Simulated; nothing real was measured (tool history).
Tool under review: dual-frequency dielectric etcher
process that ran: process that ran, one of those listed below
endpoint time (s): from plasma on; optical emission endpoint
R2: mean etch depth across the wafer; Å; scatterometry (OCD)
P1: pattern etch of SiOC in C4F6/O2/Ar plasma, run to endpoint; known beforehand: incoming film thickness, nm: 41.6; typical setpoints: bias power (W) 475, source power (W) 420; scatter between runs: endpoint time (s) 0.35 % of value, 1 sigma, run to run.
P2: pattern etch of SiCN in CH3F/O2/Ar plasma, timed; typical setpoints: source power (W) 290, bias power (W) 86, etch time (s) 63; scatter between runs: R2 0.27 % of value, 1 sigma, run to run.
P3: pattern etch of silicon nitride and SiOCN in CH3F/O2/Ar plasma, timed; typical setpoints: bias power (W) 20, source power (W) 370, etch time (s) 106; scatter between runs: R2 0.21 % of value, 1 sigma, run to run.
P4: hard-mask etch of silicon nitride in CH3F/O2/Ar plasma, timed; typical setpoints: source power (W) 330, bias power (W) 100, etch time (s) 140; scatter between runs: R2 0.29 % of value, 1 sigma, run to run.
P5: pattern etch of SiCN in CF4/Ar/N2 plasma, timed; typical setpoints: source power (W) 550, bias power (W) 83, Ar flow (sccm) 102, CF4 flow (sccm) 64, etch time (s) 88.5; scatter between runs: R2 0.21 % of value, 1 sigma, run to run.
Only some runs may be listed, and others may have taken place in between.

{"run": 1, "hour": 6.3, "process that ran": "P1", "bias power (W)": 475, "source power (W)": 420, "endpoint time (s)": 13.778}
{"run": 2, "hour": 15.1, "process that ran": "P2", "bias power (W)": 86, "source power (W)": 290, "etch time (s)": 63, "R2": 221.42}
{"run": 3, "hour": 23.1, "process that ran": "P4", "bias power (W)": 100, "source power (W)": 330, "etch time (s)": 140, "R2": 1008.9}
{"run": 4, "hour": 29.6, "process that ran": "P1", "bias power (W)": 475, "source power (W)": 420, "endpoint time (s)": 13.868}
{"run": 5, "hour": 38.6, "process that ran": "P1", "bias power (W)": 475, "source power (W)": 420, "endpoint time (s)": 13.829}
{"run": 6, "hour": 48.7, "process that ran": "P1", "bias power (W)": 475, "source power (W)": 420, "endpoint time (s)": 13.857}
{"run": 7, "hour": 58.7, "process that ran": "P2", "bias power (W)": 86, "source power (W)": 410, "etch time (s)": 63, "R2": 252.55}
{"run": 8, "hour": 67.5, "process that ran": "P1", "bias power (W)": 475, "source power (W)": 560, "endpoint time (s)": 12.463}
{"run": 9, "hour": 77.4, "process that ran": "P4", "bias power (W)": 79, "source power (W)": 330, "etch time (s)": 140, "R2": 926.89}
{"run": 10, "hour": 86.8, "process that ran": "P1", "bias power (W)": 475, "source power (W)": 420, "endpoint time (s)": 13.918}
{"run": 11, "hour": 98.2, "process that ran": "P5", "bias power (W)": 83, "source power (W)": 550, "etch time (s)": 88.5, "Ar flow (sccm)": 102, "CF4 flow (sccm)": 64, "R2": 967.45}
{"run": 12, "hour": 103.7, "process that ran": "P3", "bias power (W)": 20, "source power (W)": 460, "etch time (s)": 106, "R2": 138.8}
{"run": 13, "hour": 114.7, "process that ran": "P2", "bias power (W)": 86, "source power (W)": 290, "etch time (s)": 34.5, "R2": 121.94}
{"run": 14, "hour": 121.1, "process that ran": "P1", "bias power (W)": 374, "source power (W)": 580, "endpoint time (s)": 13.428}
{"run": 15, "hour": 129.9, "process that ran": "P5", "bias power (W)": 83, "source power (W)": 550, "etch time (s)": 88.5, "Ar flow (sccm)": 102, "CF4 flow (sccm)": 64, "R2": 964.43}
{"run": 16, "hour": 135.5, "process that ran": "P3", "bias power (W)": 20, "source power (W)": 370, "etch time (s)": 106, "R2": 128.18}
{"run": 17, "hour": 144.3, "process that ran": "P5", "bias power (W)": 83, "source power (W)": 550, "etch time (s)": 88.5, "Ar flow (sccm)": 102, "CF4 flow (sccm)": 46, "R2": 919.56}
{"run": 18, "hour": 153.8, "process that ran": "P1", "bias power (W)": 475, "source power (W)": 300, "endpoint time (s)": 15.712}
{"run": 19, "hour": 161.1, "process that ran": "P5", "bias power (W)": 83, "source power (W)": 550, "etch time (s)": 88.5, "Ar flow (sccm)": 59, "CF4 flow (sccm)": 64, "R2": 1042.9}
{"run": 20, "hour": 170.5, "process that ran": "P1", "bias power (W)": 573, "source power (W)": 310, "endpoint time (s)": 14.478}
{"run": 21, "hour": 175.9, "process that ran": "P3", "bias power (W)": 12, "source power (W)": 370, "etch time (s)": 106, "R2": 103.98}
{"run": 22, "hour": 186.8, "process that ran": "P5", "bias power (W)": 104, "source power (W)": 550, "etch time (s)": 88.5, "Ar flow (sccm)": 102, "CF4 flow (sccm)": 64, "R2": 1052.3}
{"run": 23, "hour": 196.3, "process that ran": "P1", "bias power (W)": 300, "source power (W)": 420, "endpoint time (s)": 16.413}
{"run": 24, "hour": 206.8, "process that ran": "P4", "bias power (W)": 100, "source power (W)": 330, "etch time (s)": 196, "R2": 1412.5}
{"run": 25, "hour": 215.6, "process that ran": "P5", "bias power (W)": 83, "source power (W)": 390, "etch time (s)": 88.5, "Ar flow (sccm)": 102, "CF4 flow (sccm)": 64, "R2": 714.77}
{"run": 26, "hour": 226.4, "process that ran": "P4", "bias power (W)": 100, "source power (W)": 230, "etch time (s)": 140, "R2": 883.41}
{"run": 27, "hour": 234.5, "process that ran": "P2", "bias power (W)": 68, "source power (W)": 290, "etch time (s)": 63, "R2": 203.03}
{"run": 28, "hour": 240.7, "process that ran": "P3", "bias power (W)": 20, "source power (W)": 370, "etch time (s)": 59, "R2": 71.316}
{"run": 29, "hour": 246.3, "process that ran": "P1", "bias power (W)": 624, "source power (W)": 510, "endpoint time (s)": 11.665}
{"run": 30, "hour": 251.9, "process that ran": "P1", "bias power (W)": 629, "source power (W)": 420, "endpoint time (s)": 12.548}
{"run": 31, "hour": 259.3, "process that ran": "P5", "bias power (W)": 83, "source power (W)": 550, "etch time (s)": 115, "Ar flow (sccm)": 102, "CF4 flow (sccm)": 64, "R2": 1258.7}
{"run": 32, "hour": 270.9, "process that ran": "P1", "bias power (W)": 475, "source power (W)": 420, "endpoint time (s)": 13.914}
{"run": 33, "hour": 280.4, "process that ran": "P1", "bias power (W)": 475, "source power (W)": 420, "endpoint time (s)": 14.079}
{"run": 34, "hour": 287.4, "process that ran": "P1", "bias power (W)": 475, "source power (W)": 420, "endpoint time (s)": 13.998}
{"run": 35, "hour": 292.7, "process that ran": "P1", "bias power (W)": 475, "source power (W)": 420, "endpoint time (s)": 14.037}
{"run": 36, "hour": 302.2, "process that ran": "P1", "bias power (W)": 475, "source power (W)": 420, "endpoint time (s)": 14.147}
{"run": 37, "hour": 310.9, "process that ran": "P1", "bias power (W)": 475, "source power (W)": 420, "endpoint time (s)": 14.162}
{"hour": 319.5, "done": "wet clean of the chamber"}
{"run": 38, "hour": 321.3, "process that ran": "P1", "bias power (W)": 475, "source power (W)": 420, "endpoint time (s)": 14.17}
{"run": 39, "hour": 332.5, "process that ran": "P1", "bias power (W)": 475, "source power (W)": 420, "endpoint time (s)": 14.172}
{"run": 40, "hour": 338.1, "process that ran": "P1", "bias power (W)": 475, "source power (W)": 420, "endpoint time (s)": 14.159}
{"run": 41, "hour": 349.7, "process that ran": "P1", "bias power (W)": 475, "source power (W)": 420, "endpoint time (s)": 14.151}

Something has made what P1 gives creep away from where it was; the 2 causes below, each at its own stated size, fit the log equally well:
A: source power that arrives under what is set, % = 4.65
B: bias power that arrives under what is set, % = 4.67
The onset of the drift is placed at about hour 270.9.
Excluded causes, each with its reason:
chamber walls in a state that lowers the etch rate, %: its service at hour 319.5 followed the start of the drift and did not put the process back to its old value

4 check runs are offered, one wafer each, their results left as question marks. Which one tells the causes apart?
{"run": "check 1", "hour": 361.3, "process that ran": "P5", "bias power (W)": 83, "source power (W)": 550, "etch time (s)": 88.5, "Ar flow (sccm)": 102, "CF4 flow (sccm)": 64, "R2": "?"}
{"run": "check 2", "hour": 361.3, "process that ran": "P4", "bias power (W)": 100, "source power (W)": 330, "etch time (s)": 140, "R2": "?"}
{"run": "check 3", "hour": 361.3, "process that ran": "P2", "bias power (W)": 86, "source power (W)": 290, "etch time (s)": 63, "R2": "?"}
{"run": "check 4", "hour": 361.3, "process that ran": "P3", "bias power (W)": 20, "source power (W)": 370, "etch time (s)": 106, "R2": "?"}

What each check would give under each cause:
check=check_1 result=R2 if_A=926.2 if_B=949.28
check=check_2 result=R2 if_A=990.83 if_B=990.75
check=check_3 result=R2 if_A=217.93 if_B=217.88
check=check_4 result=R2 if_A=126.37 if_B=125.83
Smallest distance between any two causes, each pair judged by its most separating result, in per cent: check 1 2.46 %; check 2 0.01 %; check 3 0.03 %; check 4 0.43 %
The causes can be told apart only by check 1. The other checks would give nearly the same results under each of them.

Check 1 was carried out, with these results: R2 950.04 Å. Which of the listed causes is responsible?

Of the candidate causes, it is B: bias power that arrives under what is set, %.
